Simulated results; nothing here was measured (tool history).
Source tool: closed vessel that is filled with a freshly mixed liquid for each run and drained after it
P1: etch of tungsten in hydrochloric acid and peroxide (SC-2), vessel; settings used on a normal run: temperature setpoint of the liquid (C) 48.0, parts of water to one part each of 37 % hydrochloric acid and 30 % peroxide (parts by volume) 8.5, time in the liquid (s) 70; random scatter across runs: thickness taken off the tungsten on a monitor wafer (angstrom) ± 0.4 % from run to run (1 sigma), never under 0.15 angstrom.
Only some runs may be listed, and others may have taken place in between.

| run | hour | temperature setpoint of the liquid (C) | parts of water to one part each of 37 % hydrochloric acid and 30 % peroxide (parts by volume) | time in the liquid (s) | hours since the thermometer was replaced | hours since the chemicals flow meter was replaced | hours since the drum of peroxide was connected | thickness taken off the tungsten on a monitor wafer (angstrom) |
|---|---|---|---|---|---|---|---|---|
| 1 | 8.6 | 48.0 | 8.5 | 70 | 1257.6 | 417.6 | 854.3 | 201.190 |
| 2 | 18.9 | 48.0 | 8.5 | 105 | 1267.9 | 427.9 | 864.6 | 302.640 |
| 3 | 33.6 | 48.0 | 8.5 | 70 | 1282.6 | 442.6 | 879.3 | 201.880 |
| 4 | 41.8 | 48.0 | 8.5 | 70 | 1290.8 | 450.8 | 887.5 | 200.310 |
| 5 | 55.2 | 48.0 | 4.0 | 70 | 1304.2 | 464.2 | 900.9 | 352.790 |
| 6 | 67.6 | 37.0 | 8.5 | 70 | 1316.6 | 476.6 | 913.3 | 93.232 |
| 7 | 77.2 | 48.0 | 8.5 | 70 | 1326.2 | 486.2 | 922.9 | 201.320 |
| 8 | 93.5 | 48.0 | 8.5 | 30 | 1342.5 | 502.5 | 939.2 | 85.990 |
| 9 | 106.7 | 63.5 | 8.5 | 70 | 1355.7 | 515.7 | 952.4 | 549.220 |
| 10 | 118.2 | 48.0 | 8.5 | 70 | 1367.2 | 527.2 | 963.9 | 201.320 |
| 11 | 126.2 | 48.0 | 13.5 | 70 | 1375.2 | 535.2 | 971.9 | 136.930 |
| 12 | 137.1 | 48.0 | 8.5 | 70 | 1386.1 | 546.1 | 982.8 | 200.510 |
|  | 143.1 | chemicals flow meter replaced |
| 13 | 151.1 | 58.0 | 12.0 | 70 | 1400.1 | 8.1 | 996.8 | 292.820 |
| 14 | 160.5 | 48.0 | 8.5 | 70 | 1409.5 | 17.5 | 1006.2 | 200.750 |
| 15 | 172.0 | 48.0 | 8.5 | 70 | 1421.0 | 29.0 | 1017.7 | 200.740 |
| 16 | 182.0 | 48.0 | 8.5 | 70 | 1431.0 | 39.0 | 1027.7 | 197.440 |

Predict the results of run 17:
| 17 | 195.5 | 48.0 | 8.5 | 70 | 1444.5 | 52.5 | 1041.2 | ? |

thickness taken off the tungsten on a monitor wafer (angstrom): 192.510

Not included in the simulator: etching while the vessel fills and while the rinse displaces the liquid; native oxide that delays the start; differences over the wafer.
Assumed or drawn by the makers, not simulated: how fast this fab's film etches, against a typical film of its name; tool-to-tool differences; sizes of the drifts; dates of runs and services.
